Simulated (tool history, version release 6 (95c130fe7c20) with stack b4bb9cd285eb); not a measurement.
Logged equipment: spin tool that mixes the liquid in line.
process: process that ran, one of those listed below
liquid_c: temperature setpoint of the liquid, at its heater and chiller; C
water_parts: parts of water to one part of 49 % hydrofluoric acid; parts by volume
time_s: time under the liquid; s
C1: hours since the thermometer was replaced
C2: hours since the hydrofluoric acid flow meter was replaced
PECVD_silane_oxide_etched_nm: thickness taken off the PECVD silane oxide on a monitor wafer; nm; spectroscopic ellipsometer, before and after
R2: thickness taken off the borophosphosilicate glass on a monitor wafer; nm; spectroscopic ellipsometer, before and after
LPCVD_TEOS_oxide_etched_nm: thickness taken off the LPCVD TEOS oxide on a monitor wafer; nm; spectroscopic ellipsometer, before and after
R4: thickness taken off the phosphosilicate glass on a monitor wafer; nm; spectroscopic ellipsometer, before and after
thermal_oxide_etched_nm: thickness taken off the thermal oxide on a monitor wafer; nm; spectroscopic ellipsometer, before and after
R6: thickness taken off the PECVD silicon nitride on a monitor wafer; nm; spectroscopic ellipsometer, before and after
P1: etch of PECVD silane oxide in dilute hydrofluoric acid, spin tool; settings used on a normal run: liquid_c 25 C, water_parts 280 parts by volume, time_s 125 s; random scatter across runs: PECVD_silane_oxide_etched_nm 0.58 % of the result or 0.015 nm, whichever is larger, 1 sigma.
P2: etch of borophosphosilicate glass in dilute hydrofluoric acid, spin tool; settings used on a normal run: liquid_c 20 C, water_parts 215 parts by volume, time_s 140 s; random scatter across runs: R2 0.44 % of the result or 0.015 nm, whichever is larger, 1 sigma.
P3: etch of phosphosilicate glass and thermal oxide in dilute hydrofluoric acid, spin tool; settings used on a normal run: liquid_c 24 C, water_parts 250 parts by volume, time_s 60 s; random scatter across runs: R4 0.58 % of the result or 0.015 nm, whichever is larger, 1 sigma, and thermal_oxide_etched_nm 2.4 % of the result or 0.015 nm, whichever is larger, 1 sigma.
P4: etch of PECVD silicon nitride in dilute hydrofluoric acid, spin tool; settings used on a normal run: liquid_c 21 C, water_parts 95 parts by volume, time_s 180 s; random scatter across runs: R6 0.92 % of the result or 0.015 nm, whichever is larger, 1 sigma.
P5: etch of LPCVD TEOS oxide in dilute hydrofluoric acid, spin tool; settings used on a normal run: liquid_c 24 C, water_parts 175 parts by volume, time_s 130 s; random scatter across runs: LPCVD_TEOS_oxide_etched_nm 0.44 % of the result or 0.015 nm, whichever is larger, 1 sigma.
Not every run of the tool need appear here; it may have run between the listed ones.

{"run": 1, "hour": 17.4, "process": "P1", "liquid_c": 25, "water_parts": 280, "time_s": 125, "C1": 672.1, "C2": 1518, "PECVD_silane_oxide_etched_nm": 11.586}
{"run": 2, "hour": 26.2, "process": "P2", "liquid_c": 20, "water_parts": 95, "time_s": 140, "C1": 680.9, "C2": 1526.8, "R2": 80.179}
{"run": 3, "hour": 35.4, "process": "P5", "liquid_c": 24, "water_parts": 175, "time_s": 130, "C1": 690.1, "C2": 1536, "LPCVD_TEOS_oxide_etched_nm": 27.293}
{"run": 4, "hour": 44.8, "process": "P1", "liquid_c": 25, "water_parts": 280, "time_s": 50, "C1": 699.5, "C2": 1545.4, "PECVD_silane_oxide_etched_nm": 4.5659}
{"run": 5, "hour": 57.6, "process": "P5", "liquid_c": 24, "water_parts": 275, "time_s": 130, "C1": 712.3, "C2": 1558.2, "LPCVD_TEOS_oxide_etched_nm": 15.817}
{"run": 6, "hour": 66.0, "process": "P1", "liquid_c": 25, "water_parts": 280, "time_s": 125, "C1": 720.7, "C2": 1566.6, "PECVD_silane_oxide_etched_nm": 11.532}
{"run": 7, "hour": 79.1, "process": "P1", "liquid_c": 29.5, "water_parts": 420, "time_s": 125, "C1": 733.8, "C2": 1579.7, "PECVD_silane_oxide_etched_nm": 7.7353}
{"run": 8, "hour": 93.2, "process": "P3", "liquid_c": 19.5, "water_parts": 250, "time_s": 60, "C1": 747.9, "C2": 1593.8, "R4": 33.533, "thermal_oxide_etched_nm": 0.8482}
{"run": 9, "hour": 103.0, "process": "P1", "liquid_c": 21, "water_parts": 280, "time_s": 125, "C1": 757.7, "C2": 1603.6, "PECVD_silane_oxide_etched_nm": 10.026}
{"run": 10, "hour": 118.0, "process": "P4", "liquid_c": 21, "water_parts": 95, "time_s": 180, "C1": 772.7, "C2": 1618.6, "R6": 2.8287}
{"run": 11, "hour": 126.7, "process": "P2", "liquid_c": 20, "water_parts": 215, "time_s": 240, "C1": 781.4, "C2": 1627.3, "R2": 54.381}
{"run": 12, "hour": 138.2, "process": "P1", "liquid_c": 25, "water_parts": 280, "time_s": 125, "C1": 792.9, "C2": 1638.8, "PECVD_silane_oxide_etched_nm": 11.452}
{"run": 13, "hour": 150.2, "process": "P1", "liquid_c": 25, "water_parts": 175, "time_s": 125, "C1": 804.9, "C2": 1650.8, "PECVD_silane_oxide_etched_nm": 20.891}
{"run": 14, "hour": 169.2, "process": "P2", "liquid_c": 20, "water_parts": 215, "time_s": 140, "C1": 823.9, "C2": 1669.8, "R2": 31.774}
{"run": 15, "hour": 185.3, "process": "P1", "liquid_c": 25, "water_parts": 280, "time_s": 190, "C1": 840, "C2": 1685.9, "PECVD_silane_oxide_etched_nm": 17.479}
{"run": 16, "hour": 194.1, "process": "P1", "liquid_c": 25, "water_parts": 405, "time_s": 125, "C1": 848.8, "C2": 1694.7, "PECVD_silane_oxide_etched_nm": 7.0556}
{"run": 17, "hour": 213.3, "process": "P5", "liquid_c": 24, "water_parts": 175, "time_s": 220, "C1": 868, "C2": 1713.9, "LPCVD_TEOS_oxide_etched_nm": 46.376}
{"run": 18, "hour": 228.2, "process": "P4", "liquid_c": 21, "water_parts": 95, "time_s": 330, "C1": 882.9, "C2": 1728.8, "R6": 5.0492}
{"run": 19, "hour": 237.1, "process": "P1", "liquid_c": 25, "water_parts": 280, "time_s": 125, "C1": 891.8, "C2": 1737.7, "PECVD_silane_oxide_etched_nm": 11.66}
{"run": 20, "hour": 250.0, "process": "P2", "liquid_c": 27.5, "water_parts": 215, "time_s": 140, "C1": 904.7, "C2": 1750.6, "R2": 41.477}
{"run": 21, "hour": 262.5, "process": "P1", "liquid_c": 31.5, "water_parts": 280, "time_s": 125, "C1": 917.2, "C2": 1763.1, "PECVD_silane_oxide_etched_nm": 14.342}
{"run": 22, "hour": 276.9, "process": "P4", "liquid_c": 28, "water_parts": 95, "time_s": 180, "C1": 931.6, "C2": 1777.5, "R6": 4.3966}
{"run": 23, "hour": 292.5, "process": "P5", "liquid_c": 31, "water_parts": 175, "time_s": 130, "C1": 947.2, "C2": 1793.1, "LPCVD_TEOS_oxide_etched_nm": 35.382}
{"run": 24, "hour": 310.6, "process": "P1", "liquid_c": 18.5, "water_parts": 280, "time_s": 175, "C1": 965.3, "C2": 1811.2, "PECVD_silane_oxide_etched_nm": 12.697}
{"run": 25, "hour": 319.7, "process": "P3", "liquid_c": 24, "water_parts": 250, "time_s": 25, "C1": 974.4, "C2": 1820.3, "R4": 16.591, "thermal_oxide_etched_nm": 0.41445}
{"run": 26, "hour": 329.4, "process": "P3", "liquid_c": 24, "water_parts": 250, "time_s": 60, "C1": 984.1, "C2": 1830, "R4": 39.324, "thermal_oxide_etched_nm": 0.96023}
{"hour": 342.2, "done": "thermometer replaced"}
{"run": 27, "hour": 345.6, "process": "P4", "liquid_c": 21, "water_parts": 95, "time_s": 180, "C1": 3.5, "C2": 1846.2, "R6": 2.7146}
{"run": 28, "hour": 354.7, "process": "P3", "liquid_c": 24, "water_parts": 45, "time_s": 60, "C1": 12.6, "C2": 1855.3, "R4": 280.01, "thermal_oxide_etched_nm": 6.9562}
{"run": 29, "hour": 371.1, "process": "P1", "liquid_c": 25, "water_parts": 280, "time_s": 125, "C1": 29, "C2": 1871.7, "PECVD_silane_oxide_etched_nm": 11.534}
{"run": 30, "hour": 390.1, "process": "P2", "liquid_c": 20, "water_parts": 215, "time_s": 140, "C1": 48, "C2": 1890.7, "R2": 31.797}
{"run": 31, "hour": 405.4, "process": "P4", "liquid_c": 21, "water_parts": 140, "time_s": 180, "C1": 63.3, "C2": 1906, "R6": 1.9025}
{"run": 32, "hour": 414.8, "process": "P1", "liquid_c": 25, "water_parts": 280, "time_s": 125, "C1": 72.7, "C2": 1915.4, "PECVD_silane_oxide_etched_nm": 11.432}
{"run": 33, "hour": 424.5, "process": "P1", "liquid_c": 25, "water_parts": 280, "time_s": 125, "C1": 82.4, "C2": 1925.1, "PECVD_silane_oxide_etched_nm": 11.199}

For run 34, what comes out?
{"run": 34, "hour": 440.9, "process": "P1", "liquid_c": 25, "water_parts": 280, "time_s": 125, "C1": 98.8, "C2": 1941.5, "PECVD_silane_oxide_etched_nm": "?"}

PECVD_silane_oxide_etched_nm: 11.097 nm
